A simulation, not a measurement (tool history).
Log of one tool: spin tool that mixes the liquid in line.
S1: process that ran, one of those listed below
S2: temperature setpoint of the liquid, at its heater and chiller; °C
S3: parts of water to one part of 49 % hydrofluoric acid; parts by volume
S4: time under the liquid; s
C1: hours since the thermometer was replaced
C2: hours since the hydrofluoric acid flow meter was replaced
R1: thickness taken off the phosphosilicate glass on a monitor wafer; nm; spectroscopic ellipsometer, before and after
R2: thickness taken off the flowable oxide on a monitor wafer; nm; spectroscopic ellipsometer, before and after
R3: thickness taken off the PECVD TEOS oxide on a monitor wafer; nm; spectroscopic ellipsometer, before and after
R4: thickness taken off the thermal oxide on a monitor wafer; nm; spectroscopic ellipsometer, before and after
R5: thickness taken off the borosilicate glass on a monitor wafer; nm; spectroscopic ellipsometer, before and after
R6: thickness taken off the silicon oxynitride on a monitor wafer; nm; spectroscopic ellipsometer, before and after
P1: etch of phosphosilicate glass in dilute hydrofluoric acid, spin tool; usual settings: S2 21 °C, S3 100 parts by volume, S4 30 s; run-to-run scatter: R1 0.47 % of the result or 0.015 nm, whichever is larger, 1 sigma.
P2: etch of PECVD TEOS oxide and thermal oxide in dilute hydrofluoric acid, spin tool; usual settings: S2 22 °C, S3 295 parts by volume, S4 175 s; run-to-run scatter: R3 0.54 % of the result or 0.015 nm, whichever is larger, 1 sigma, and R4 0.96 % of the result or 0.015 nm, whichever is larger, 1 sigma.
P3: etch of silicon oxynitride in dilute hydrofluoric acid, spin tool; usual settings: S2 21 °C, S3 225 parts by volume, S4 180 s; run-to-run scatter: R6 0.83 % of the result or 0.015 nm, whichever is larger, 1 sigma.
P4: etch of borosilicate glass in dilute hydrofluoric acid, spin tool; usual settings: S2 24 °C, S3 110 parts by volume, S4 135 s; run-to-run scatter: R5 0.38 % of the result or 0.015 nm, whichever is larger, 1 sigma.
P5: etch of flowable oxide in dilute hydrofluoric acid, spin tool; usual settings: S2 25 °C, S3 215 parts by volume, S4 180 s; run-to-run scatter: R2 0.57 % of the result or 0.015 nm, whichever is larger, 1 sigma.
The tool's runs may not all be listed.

| run | hour | S1 | S2 | S3 | S4 | C1 | C2 | R1 | R2 | R3 | R4 | R5 | R6 |
|---|---|---|---|---|---|---|---|---|---|---|---|---|---|
| 1 | 3.2 | P1 | 21 | 100 | 30 | 1084.2 | 311.3 | 24.611 |  |  |  |  |  |
| 2 | 5.9 | P5 | 25 | 215 | 15 | 1086.9 | 314 |  | 2.2795 |  |  |  |  |
| 3 | 9.8 | P1 | 21 | 100 | 15 | 1090.8 | 317.9 | 12.259 |  |  |  |  |  |
| 4 | 13.7 | P2 | 22 | 295 | 315 | 1094.7 | 321.8 |  |  | 11.309 | 3.7345 |  |  |
| 5 | 16.1 | P1 | 21 | 100 | 30 | 1097.1 | 324.2 | 24.504 |  |  |  |  |  |
| 6 | 18.5 | P4 | 24 | 110 | 230 | 1099.5 | 326.6 |  |  |  |  | 59.6 |  |
| 7 | 22.6 | P2 | 30 | 295 | 175 | 1103.6 | 330.7 |  |  | 8.252 | 2.7234 |  |  |
| 8 | 26.5 | P5 | 17 | 215 | 180 | 1107.5 | 334.6 |  | 20.304 |  |  |  |  |
| 9 | 30.8 | P4 | 24 | 180 | 135 | 1111.8 | 338.9 |  |  |  |  | 19.676 |  |
| 10 | 35.5 | P1 | 21 | 100 | 30 | 1116.5 | 343.6 | 24.627 |  |  |  |  |  |
| 11 | 38.2 | P1 | 21 | 100 | 50 | 1119.2 | 346.3 | 40.969 |  |  |  |  |  |
| 12 | 40.7 | P1 | 21 | 100 | 30 | 1121.7 | 348.8 | 24.494 |  |  |  |  |  |
| 13 | 44.3 | P1 | 21 | 185 | 30 | 1125.3 | 352.4 | 12.119 |  |  |  |  |  |
| 14 | 49.1 | P3 | 21 | 55 | 180 | 1130.1 | 357.2 |  |  |  |  |  | 11.347 |
| 15 | 52.3 | P5 | 25 | 45 | 180 | 1133.3 | 360.4 |  | 160.3 |  |  |  |  |
| 16 | 56.6 | P2 | 22 | 295 | 175 | 1137.6 | 364.7 |  |  | 6.3451 | 2.0334 |  |  |
| 17 | 58.9 | P1 | 29 | 100 | 30 | 1139.9 | 367 | 33.705 |  |  |  |  |  |
| 18 | 61.8 | P3 | 21 | 225 | 180 | 1142.8 | 369.9 |  |  |  |  |  | 2.5098 |
| 19 | 66.5 | P1 | 24.5 | 100 | 15 | 1147.5 | 374.6 | 14.055 |  |  |  |  |  |
| 20 | 70.8 | P4 | 24 | 110 | 135 | 1151.8 | 378.9 |  |  |  |  | 34.996 |  |
| 21 | 74.4 | P1 | 21 | 100 | 30 | 1155.4 | 382.5 | 24.493 |  |  |  |  |  |
| 22 | 79.1 | P1 | 21 | 50 | 30 | 1160.1 | 387.2 | 52.414 |  |  |  |  |  |
| 23 | 83.5 | P5 | 25 | 215 | 180 | 1164.5 | 391.6 |  | 27.382 |  |  |  |  |
| 24 | 88.5 | P4 | 24 | 110 | 135 | 1169.5 | 396.6 |  |  |  |  | 34.883 |  |
| 25 | 91.4 | P2 | 22 | 170 | 175 | 1172.4 | 399.5 |  |  | 12.383 | 4.0642 |  |  |
| 26 | 95.2 | P3 | 27.5 | 225 | 180 | 1176.2 | 403.3 |  |  |  |  |  | 3.2784 |
| 27 | 100.4 | P4 | 17.5 | 110 | 135 | 1181.4 | 408.5 |  |  |  |  | 26.92 |  |
| 28 | 104.1 | P1 | 17 | 100 | 30 | 1185.1 | 412.2 | 20.861 |  |  |  |  |  |
| 29 | 108.4 | P3 | 21 | 225 | 355 | 1189.4 | 416.5 |  |  |  |  |  | 4.9394 |
| 30 | 110.8 | P2 | 22 | 295 | 175 | 1191.8 | 418.9 |  |  | 6.3406 | 2.0723 |  |  |
| 31 | 114 | P5 | 25 | 215 | 180 | 1195 | 422.1 |  | 27.232 |  |  |  |  |
| 32 | 117.3 | P1 | 21 | 100 | 30 | 1198.3 | 425.4 | 24.723 |  |  |  |  |  |
| 33 | 120.9 | P1 | 21 | 100 | 30 | 1201.9 | 429 | 24.764 |  |  |  |  |  |
| 34 | 124.1 | P1 | 21 | 100 | 30 | 1205.1 | 432.2 | 25.41 |  |  |  |  |  |
| 35 | 129 | P1 | 21 | 100 | 30 | 1210 | 437.1 | 25.838 |  |  |  |  |  |
| 36 | 131.8 | P1 | 21 | 100 | 30 | 1212.8 | 439.9 | 26.311 |  |  |  |  |  |
| 37 | 136 | P1 | 21 | 100 | 30 | 1217 | 444.1 | 26.625 |  |  |  |  |  |
| 38 | 138.8 | P1 | 21 | 100 | 30 | 1219.8 | 446.9 | 26.461 |  |  |  |  |  |
| 39 | 143.4 | P1 | 21 | 100 | 30 | 1224.4 | 451.5 | 26.947 |  |  |  |  |  |
| 40 | 145.7 | P1 | 21 | 100 | 30 | 1226.7 | 453.8 | 26.859 |  |  |  |  |  |
| 41 | 149.2 | P1 | 21 | 100 | 30 | 1230.2 | 457.3 | 26.936 |  |  |  |  |  |

Forecast run 42:
| 42 | 152.5 | P1 | 21 | 100 | 30 | 1233.5 | 460.6 | ? |  |  |  |  |  |

R1: 26.899 nm
